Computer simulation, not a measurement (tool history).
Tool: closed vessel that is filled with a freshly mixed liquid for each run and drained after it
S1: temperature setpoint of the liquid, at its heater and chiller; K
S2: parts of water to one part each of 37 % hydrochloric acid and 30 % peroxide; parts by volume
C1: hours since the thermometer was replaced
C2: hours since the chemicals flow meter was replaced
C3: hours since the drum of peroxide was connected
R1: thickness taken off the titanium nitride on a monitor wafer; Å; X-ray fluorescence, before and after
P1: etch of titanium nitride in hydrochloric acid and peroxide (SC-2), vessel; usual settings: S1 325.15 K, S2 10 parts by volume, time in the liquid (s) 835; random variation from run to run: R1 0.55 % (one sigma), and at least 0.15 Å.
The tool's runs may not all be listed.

Run 1, day 0.554: S1 325.15 K, S2 10 parts by volume, time in the liquid (s) 835; C1 1347.6; C2 487; C3 247.3. Result: R1 135.41 Å.
Run 2, day 1.004: S1 325.15 K, S2 10 parts by volume, time in the liquid (s) 835; C1 1358.4; C2 497.8; C3 258.1. Result: R1 137.63 Å.
Run 3, day 1.279: S1 325.15 K, S2 10 parts by volume, time in the liquid (s) 835; C1 1365; C2 504.4; C3 264.7. Result: R1 136.25 Å.
Run 4, day 1.571: S1 332.15 K, S2 10 parts by volume, time in the liquid (s) 1595; C1 1372; C2 511.4; C3 271.7. Result: R1 411.79 Å.
Run 5, day 1.846: S1 325.15 K, S2 10 parts by volume, time in the liquid (s) 1655; C1 1378.6; C2 518; C3 278.3. Result: R1 271.93 Å.
Run 6, day 2.396: S1 325.15 K, S2 16 parts by volume, time in the liquid (s) 835; C1 1391.8; C2 531.2; C3 291.5. Result: R1 92.146 Å.
Run 7, day 2.712: S1 325.15 K, S2 6.5 parts by volume, time in the liquid (s) 1350; C1 1399.4; C2 538.8; C3 299.1. Result: R1 313.17 Å.
Run 8, day 3.279: S1 310.15 K, S2 10 parts by volume, time in the liquid (s) 835; C1 1413; C2 552.4; C3 312.7. Result: R1 49.019 Å.
Run 9, day 3.788: S1 325.15 K, S2 10 parts by volume, time in the liquid (s) 70; C1 1425.2; C2 564.6; C3 324.9. Result: R1 11.478 Å.
Run 10, day 4.054: S1 313.15 K, S2 10 parts by volume, time in the liquid (s) 1220; C1 1431.6; C2 571; C3 331.3. Result: R1 89.237 Å.
At day 4.142: new drum of peroxide connected.
Run 11, day 4.483: S1 325.15 K, S2 10 parts by volume, time in the liquid (s) 835; C1 1441.9; C2 581.3; C3 8.3. Result: R1 137.28 Å.
Run 12, day 5.008: S1 325.15 K, S2 4 parts by volume, time in the liquid (s) 835; C1 1454.5; C2 593.9; C3 20.9. Result: R1 275.85 Å.
Run 13, day 5.292: S1 325.15 K, S2 10 parts by volume, time in the liquid (s) 835; C1 1461.3; C2 600.7; C3 27.7. Result: R1 137.4 Å.
Run 14, day 5.775: S1 325.15 K, S2 10 parts by volume, time in the liquid (s) 835; C1 1472.9; C2 612.3; C3 39.3. Result: R1 137.08 Å.
Run 15, day 6.154: S1 325.15 K, S2 10 parts by volume, time in the liquid (s) 835; C1 1482; C2 621.4; C3 48.4. Result: R1 137.07 Å.
Run 16, day 6.517: S1 341.65 K, S2 10 parts by volume, time in the liquid (s) 835; C1 1490.7; C2 630.1; C3 57.1. Result: R1 385.41 Å.
Run 17, day 7.038: S1 325.15 K, S2 10 parts by volume, time in the liquid (s) 835; C1 1503.2; C2 642.6; C3 69.6. Result: R1 138.85 Å.
Run 18, day 7.496: S1 325.15 K, S2 10 parts by volume, time in the liquid (s) 835; C1 1514.2; C2 653.6; C3 80.6. Result: R1 140.9 Å.
Run 19, day 7.975: S1 325.15 K, S2 10 parts by volume, time in the liquid (s) 835; C1 1525.7; C2 665.1; C3 92.1. Result: R1 142.8 Å.
Run 20, day 8.554: S1 325.15 K, S2 10 parts by volume, time in the liquid (s) 835; C1 1539.6; C2 679; C3 106. Result: R1 144.53 Å.
Run 21, day 8.917: S1 325.15 K, S2 10 parts by volume, time in the liquid (s) 835; C1 1548.3; C2 687.7; C3 114.7. Result: R1 146.27 Å.
Run 22, day 9.508: S1 325.15 K, S2 10 parts by volume, time in the liquid (s) 835; C1 1562.5; C2 701.9; C3 128.9. Result: R1 147.51 Å.
Run 23, day 9.817: S1 325.15 K, S2 10 parts by volume, time in the liquid (s) 835; C1 1569.9; C2 709.3; C3 136.3. Result: R1 148.1 Å.
Run 24, day 10.092: S1 325.15 K, S2 10 parts by volume, time in the liquid (s) 835; C1 1576.5; C2 715.9; C3 142.9. Result: R1 147.92 Å.
Run 25, day 10.65: S1 325.15 K, S2 10 parts by volume, time in the liquid (s) 835; C1 1589.9; C2 729.3; C3 156.3. Result: R1 148.43 Å.
Run 26, day 11.25: S1 325.15 K, S2 10 parts by volume, time in the liquid (s) 835; C1 1604.3; C2 743.7; C3 170.7. Result: R1 149.46 Å.
Run 27, day 11.767: S1 325.15 K, S2 10 parts by volume, time in the liquid (s) 835; C1 1616.7; C2 756.1; C3 183.1. Result: R1 149.09 Å.
Run 28, day 12.075: S1 325.15 K, S2 10 parts by volume, time in the liquid (s) 835; C1 1624.1; C2 763.5; C3 190.5. Result: R1 148.57 Å.

What P1 gives has crept away from where it was. These 2 causes fit the log equally well, each at the size given:
A: liquid hotter than its thermometer reads (K) = 1.25
B: chemicals flow above the setpoint (%) = 10.4
The creep began at about day 7.038.
Why every other cause is out:
peroxide weaker than its label (%): at most 8, which would move R1 by -7.4 %: too little, or the wrong way

4 check runs are offered, each on 3 wafers whose results are averaged, their results left as question marks. Which one tells the causes apart?
Run check 1, day 12.383: S1 311.65 K, S2 4 parts by volume, time in the liquid (s) 835. Result: R1 ?.
Run check 2, day 12.383: S1 325.15 K, S2 7 parts by volume, time in the liquid (s) 1395. Result: R1 ?.
Run check 3, day 12.383: S1 339.15 K, S2 10 parts by volume, time in the liquid (s) 115. Result: R1 ?.
Run check 4, day 12.383: S1 337.65 K, S2 10 parts by volume, time in the liquid (s) 115. Result: R1 ?.

What each check would give under each cause:
  check  result    if A    if B
check 1      R1  118.86     116
check 2      R1   332.3  330.32
check 3      R1  49.401  49.716
check 4      R1  45.125  45.383
How far apart the two closest causes lie, in the result that separates them most: check 1 2.44 %; check 2 0.6 %; check 3 0.64 %; check 4 0.57 %
Only check 1 tells the causes apart: in the others they would give nearly the same result.

Then check 1 was run and gave: R1 115.55 Å. Which cause is it?

It is B: chemicals flow above the setpoint (%).
